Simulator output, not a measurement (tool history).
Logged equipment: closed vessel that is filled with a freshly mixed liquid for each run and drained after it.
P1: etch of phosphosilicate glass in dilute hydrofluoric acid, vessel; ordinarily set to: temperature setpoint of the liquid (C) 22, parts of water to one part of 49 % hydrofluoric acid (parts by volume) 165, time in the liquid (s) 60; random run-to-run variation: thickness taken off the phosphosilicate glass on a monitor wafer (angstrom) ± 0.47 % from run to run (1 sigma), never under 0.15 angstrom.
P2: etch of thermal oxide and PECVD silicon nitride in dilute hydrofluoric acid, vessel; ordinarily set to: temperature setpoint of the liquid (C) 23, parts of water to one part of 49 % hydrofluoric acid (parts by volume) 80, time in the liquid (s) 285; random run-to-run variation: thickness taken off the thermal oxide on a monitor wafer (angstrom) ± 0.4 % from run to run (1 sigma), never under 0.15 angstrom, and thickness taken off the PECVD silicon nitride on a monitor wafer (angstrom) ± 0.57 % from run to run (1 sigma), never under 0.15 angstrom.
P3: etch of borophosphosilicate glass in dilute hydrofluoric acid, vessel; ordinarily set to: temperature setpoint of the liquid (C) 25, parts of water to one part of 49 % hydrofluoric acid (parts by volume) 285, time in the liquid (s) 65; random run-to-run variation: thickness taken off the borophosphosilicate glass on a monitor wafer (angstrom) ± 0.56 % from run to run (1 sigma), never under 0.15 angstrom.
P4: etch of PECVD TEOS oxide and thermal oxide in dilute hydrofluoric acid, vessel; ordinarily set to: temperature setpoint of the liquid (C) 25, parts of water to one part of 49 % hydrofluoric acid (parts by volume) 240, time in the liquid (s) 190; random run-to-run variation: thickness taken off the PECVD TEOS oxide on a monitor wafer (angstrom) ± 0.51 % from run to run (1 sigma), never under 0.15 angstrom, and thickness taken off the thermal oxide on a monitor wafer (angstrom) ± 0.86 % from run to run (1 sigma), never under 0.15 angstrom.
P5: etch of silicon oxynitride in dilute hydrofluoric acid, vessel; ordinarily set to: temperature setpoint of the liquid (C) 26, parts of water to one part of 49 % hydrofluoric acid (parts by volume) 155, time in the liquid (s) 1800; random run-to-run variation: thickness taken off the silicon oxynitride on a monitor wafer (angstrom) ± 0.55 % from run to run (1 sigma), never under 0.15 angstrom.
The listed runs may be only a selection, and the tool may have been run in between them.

run     day  process that ran  temperature setpoint of the liquid (C)  parts of water to one part of 49 % hydrofluoric acid (parts by volume)  time in the liquid (s)  thickness taken off the phosphosilicate glass on a monitor wafer (angstrom)  thickness taken off the borophosphosilicate glass on a monitor wafer (angstrom)  thickness taken off the silicon oxynitride on a monitor wafer (angstrom)  thickness taken off the PECVD TEOS oxide on a monitor wafer (angstrom)  thickness taken off the thermal oxide on a monitor wafer (angstrom)  thickness taken off the PECVD silicon nitride on a monitor wafer (angstrom)
  1   0.233                P1                                      22                                                                     165                      60                                                                        623.1
  2   0.525                P3                                    32.5                                                                     285                      65                                                                                                                                                        159.14
  3   0.754                P1                                      26                                                                     165                      60                                                                       721.78
  4   1.142                P1                                      22                                                                     165                      60                                                                        622.3
  5   1.438                P5                                      26                                                                     155                    1800                                                                                                                                                                                                                                  175.63
  6   1.817                P1                                      17                                                                      75                      60                                                                       1222.7
  7   2.233                P1                                      22                                                                     165                      60                                                                       620.53
  8   2.562                P4                                      25                                                                     240                      40                                                                                                                                                                                                                                                                                                           33.44                                                               6.6771
  9   3.008                P1                                      22                                                                     165                      30                                                                       311.36
 10   3.317                P3                                      25                                                                     285                      65                                                                                                                                                        123.42
 11   3.542                P1                                      22                                                                     165                     115                                                                       1186.3
      3.658  -- thermometer replaced
 12       4                P1                                      17                                                                     165                      35                                                                       299.09
 13   4.217                P3                                      25                                                                     285                     125                                                                                                                                                        237.06
 14   4.446                P3                                      25                                                                     285                      65                                                                                                                                                        123.22
 15   4.721                P1                                      22                                                                     250                      60                                                                       375.42
 16   4.946                P5                                    18.5                                                                     155                    1800                                                                                                                                                                                                                                  123.61
 17   5.221                P1                                      17                                                                     165                      60                                                                       505.85
 18   5.675                P3                                      25                                                                      90                      65                                                                                                                                                        486.95
 19   6.004                P2                                      23                                                                      80                      35                                                                                                                                                                                                                                                                                                                                                                               19.395                                                                       7.2778
 20   6.238                P1                                      22                                                                     165                      60                                                                       619.52
 21   6.467                P4                                      25                                                                     240                     190                                                                                                                                                                                                                                                                                                          156.41                                                               31.414
 22   6.896                P4                                      25                                                                     405                     190                                                                                                                                                                                                                                                                                                          78.219                                                               15.817
 23   7.171                P5                                      26                                                                      95                    1800                                                                                                                                                                                                                                  302.78
 24   7.546                P1                                      22                                                                     165                      60                                                                        625.1
 25   7.912                P1                                      22                                                                     165                      60                                                                       618.56
 26     8.3                P5                                      26                                                                     155                     175                                                                                                                                                                                                                                  17.131
 27   8.571                P1                                      22                                                                     165                      60                                                                       615.62
 28   8.888                P4                                      25                                                                     240                     190                                                                                                                                                                                                                                                                                                          154.32                                                               31.807
 29   9.171                P1                                      22                                                                      80                      60                                                                       1402.9
 30   9.508                P2                                      17                                                                      80                     285                                                                                                                                                                                                                                                                                                                                                                               125.79                                                                        36.98
 31   9.821                P4                                      32                                                                     240                     190                                                                                                                                                                                                                                                                                                          198.16                                                               40.781
 32  10.142                P2                                      23                                                                      80                     285                                                                                                                                                                                                                                                                                                                                                                               160.64                                                                       56.461
 33  10.371                P5                                      26                                                                     155                    1800                                                                                                                                                                                                                                  178.09
 34  10.629                P2                                      23                                                                     125                     285                                                                                                                                                                                                                                                                                                                                                                               97.609                                                                       36.459
 35  11.075                P1                                      22                                                                     165                      60                                                                       620.83
 36  11.408                P1                                      22                                                                     165                      60                                                                       630.58
 37  11.658                P1                                      22                                                                     165                      60                                                                       642.52
 38  11.996                P1                                      22                                                                     165                      60                                                                       640.23
 39  12.438                P1                                      22                                                                     165                      60                                                                       655.89
 40  12.733                P1                                      22                                                                     165                      60                                                                        650.3
 41  12.971                P1                                      22                                                                     165                      60                                                                       661.87
 42  13.283                P1                                      22                                                                     165                      60                                                                       658.34
 43  13.683                P1                                      22                                                                     165                      60                                                                       659.33
 44  13.908                P1                                      22                                                                     165                      60                                                                       659.81
 45  14.358                P1                                      22                                                                     165                      60                                                                        660.5
 46  14.804                P1                                      22                                                                     165                      60                                                                       660.21

Compared with where it was, what P1 gives has crept away. Each cause listed below fits the log as well as the rest, at the size given for it:
A: hydrofluoric acid flow above the setpoint (%) = 5.69
B: liquid hotter than its thermometer reads (K) = 1.7
The drift started at roughly day 11.075.

Of the 4 check runs listed below, each run on one wafer and each result written as a question mark, which would let you distinguish the listed causes because they would give clearly different results?
check 1  15.25                P5                                      26                                                                     155                    1800                                                                                                                                                                                                                                       ?
check 2  15.25                P3                                      25                                                                     285                      65                                                                                                                                                             ?
check 3  15.25                P4                                      25                                                                     240                     190                                                                                                                                                                                                                                                                                                               ?                                                                    ?
check 4  15.25                P2                                      23                                                                      80                     285                                                                                                                                                                                                                                                                                                                                                                                    ?                                                                            ?

What each check would give under each cause:
  check                                                                           result    if A    if B
check 1         thickness taken off the silicon oxynitride on a monitor wafer (angstrom)  187.26  189.76
check 2  thickness taken off the borophosphosilicate glass on a monitor wafer (angstrom)  133.05  131.37
check 3           thickness taken off the PECVD TEOS oxide on a monitor wafer (angstrom)  167.62   166.1
check 3              thickness taken off the thermal oxide on a monitor wafer (angstrom)  34.007  33.699
check 4              thickness taken off the thermal oxide on a monitor wafer (angstrom)  171.63  172.96
check 4      thickness taken off the PECVD silicon nitride on a monitor wafer (angstrom)  58.846  62.408
Per check, the gap between the least separated pair of causes, taken in the result that splits them most: check 1 1.33 %; check 2 1.27 %; check 3 0.91 %; check 4 5.88 %
Check 4 distinguishes between the causes, while the remaining checks would return nearly the same result for all of them.

After running check 4, the following was obtained: thickness taken off the thermal oxide on a monitor wafer (angstrom) 173.2; thickness taken off the PECVD silicon nitride on a monitor wafer (angstrom) 62.492. Which cause does this point to?

The cause is B: liquid hotter than its thermometer reads (K).
